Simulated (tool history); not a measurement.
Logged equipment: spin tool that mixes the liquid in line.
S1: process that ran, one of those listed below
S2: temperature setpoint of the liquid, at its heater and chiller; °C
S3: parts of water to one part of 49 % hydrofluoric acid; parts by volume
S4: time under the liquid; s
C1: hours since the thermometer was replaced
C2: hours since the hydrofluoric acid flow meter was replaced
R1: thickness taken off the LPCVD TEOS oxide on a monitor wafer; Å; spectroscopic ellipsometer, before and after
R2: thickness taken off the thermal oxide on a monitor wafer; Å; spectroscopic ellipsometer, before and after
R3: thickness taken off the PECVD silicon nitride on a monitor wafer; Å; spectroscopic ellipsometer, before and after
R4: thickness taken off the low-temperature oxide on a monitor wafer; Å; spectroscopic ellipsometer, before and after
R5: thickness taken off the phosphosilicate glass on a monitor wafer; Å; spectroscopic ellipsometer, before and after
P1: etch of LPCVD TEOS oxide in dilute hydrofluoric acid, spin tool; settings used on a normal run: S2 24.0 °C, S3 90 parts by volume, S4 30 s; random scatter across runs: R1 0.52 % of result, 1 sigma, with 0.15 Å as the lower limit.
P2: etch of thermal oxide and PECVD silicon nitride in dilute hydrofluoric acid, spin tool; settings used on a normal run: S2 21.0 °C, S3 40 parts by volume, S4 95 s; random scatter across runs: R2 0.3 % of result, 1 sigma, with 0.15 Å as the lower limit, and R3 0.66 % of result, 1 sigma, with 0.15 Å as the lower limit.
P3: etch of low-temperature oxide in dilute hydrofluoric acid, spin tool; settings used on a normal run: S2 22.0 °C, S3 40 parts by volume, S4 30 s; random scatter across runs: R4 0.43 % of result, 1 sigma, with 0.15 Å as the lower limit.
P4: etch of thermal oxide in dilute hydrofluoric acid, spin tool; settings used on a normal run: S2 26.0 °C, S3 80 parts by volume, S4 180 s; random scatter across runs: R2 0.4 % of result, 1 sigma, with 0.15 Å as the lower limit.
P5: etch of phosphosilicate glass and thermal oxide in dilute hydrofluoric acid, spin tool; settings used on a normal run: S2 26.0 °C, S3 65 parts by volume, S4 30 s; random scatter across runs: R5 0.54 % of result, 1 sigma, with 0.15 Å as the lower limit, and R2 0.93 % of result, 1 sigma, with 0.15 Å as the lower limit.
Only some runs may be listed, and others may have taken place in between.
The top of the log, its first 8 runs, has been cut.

run,hour,S1,S2,S3,S4,C1,C2,R1,R2,R3,R4,R5
9,27.8,P1,24.0,90,30,1128.8,132.4,196.58,,,,
10,31.5,P1,24.0,90,60,1132.5,136.1,393.45,,,,
11,33.7,P4,26.0,80,180,1134.7,138.3,,110.250,,,
12,36.6,P3,22.0,20,30,1137.6,141.2,,,,251.15,
13,40.0,P1,24.0,155,30,1141.0,144.6,105.70,,,,
14,42.3,P1,29.5,90,60,1143.3,146.9,483.83,,,,
15,46.9,P1,24.0,90,30,1147.9,151.5,193.08,,,,
# hour 47.2: thermometer replaced
16,49.3,P5,26.0,65,60,2.2,153.9,,50.042,,,752.55
17,53.7,P1,24.0,90,30,6.6,158.3,194.38,,,,
18,56.8,P1,24.0,90,30,9.7,161.4,196.25,,,,
19,60.7,P1,31.0,125,30,13.6,165.3,176.28,,,,
20,65.0,P5,26.0,20,30,17.9,169.6,,85.751,,,1291.40
21,67.2,P1,31.0,90,30,20.1,171.8,255.75,,,,
22,69.2,P2,17.0,40,95,22.1,173.8,,93.363,24.188,,
23,71.8,P3,22.0,40,55,24.7,176.4,,,,224.40,

The next listed run, before its measurement:
24,75.7,P2,21.0,20,95,28.6,180.3,,?,?,,

Run 24 yielded R2 228.160 Å, R3 61.948 Å.

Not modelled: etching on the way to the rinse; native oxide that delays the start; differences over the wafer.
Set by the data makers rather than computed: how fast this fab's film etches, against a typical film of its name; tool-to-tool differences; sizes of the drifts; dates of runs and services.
